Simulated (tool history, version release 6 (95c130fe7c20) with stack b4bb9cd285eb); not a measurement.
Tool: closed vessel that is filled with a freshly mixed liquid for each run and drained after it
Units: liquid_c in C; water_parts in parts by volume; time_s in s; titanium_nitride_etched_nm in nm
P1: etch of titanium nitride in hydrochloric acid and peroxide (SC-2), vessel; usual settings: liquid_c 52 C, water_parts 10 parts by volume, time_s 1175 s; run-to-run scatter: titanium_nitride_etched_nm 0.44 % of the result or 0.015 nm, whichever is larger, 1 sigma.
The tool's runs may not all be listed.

| run | hour | liquid_c | water_parts | time_s | hours since the thermometer was replaced | hours since the chemicals flow meter was replaced | hours since the drum of peroxide was connected | titanium_nitride_etched_nm |
|---|---|---|---|---|---|---|---|---|
| 1 | 3.9 | 52 | 10 | 1175 | 459.3 | 1029.4 | 446.8 | 39.206 |
| 2 | 8.5 | 52 | 10 | 1175 | 463.9 | 1034 | 451.4 | 39.348 |
| 3 | 12.9 | 52 | 10 | 335 | 468.3 | 1038.4 | 455.8 | 11.134 |
| 4 | 19.7 | 52 | 10 | 1175 | 475.1 | 1045.2 | 462.6 | 39.483 |
| 5 | 25.8 | 52 | 15.5 | 1175 | 481.2 | 1051.3 | 468.7 | 26.992 |
| 6 | 30.9 | 58.5 | 10 | 1930 | 486.3 | 1056.4 | 473.8 | 98.772 |
| 7 | 35.9 | 52 | 4 | 1175 | 491.3 | 1061.4 | 478.8 | 78.956 |
| 8 | 39.5 | 68 | 10 | 1175 | 494.9 | 1065 | 482.4 | 108.08 |
| 9 | 43.7 | 52 | 10 | 2230 | 499.1 | 1069.2 | 486.6 | 75.158 |
| 10 | 51.2 | 36.5 | 10 | 1175 | 506.6 | 1076.7 | 494.1 | 13.551 |
| 11 | 56.2 | 52 | 10 | 1175 | 511.6 | 1081.7 | 499.1 | 39.411 |
| 12 | 63.5 | 52 | 10 | 1175 | 518.9 | 1089 | 506.4 | 39.389 |
| 13 | 67.5 | 52 | 10 | 1175 | 522.9 | 1093 | 510.4 | 39.507 |
| 14 | 71.1 | 52 | 10 | 1175 | 526.5 | 1096.6 | 514 | 39.649 |
| 15 | 75.5 | 52 | 10 | 1175 | 530.9 | 1101 | 518.4 | 40.647 |

Run 16 comes next. What will it give?
| 16 | 80 | 52 | 10 | 1175 | 535.4 | 1105.5 | 522.9 | ? |

Run 16 gave titanium_nitride_etched_nm 41.04 nm.
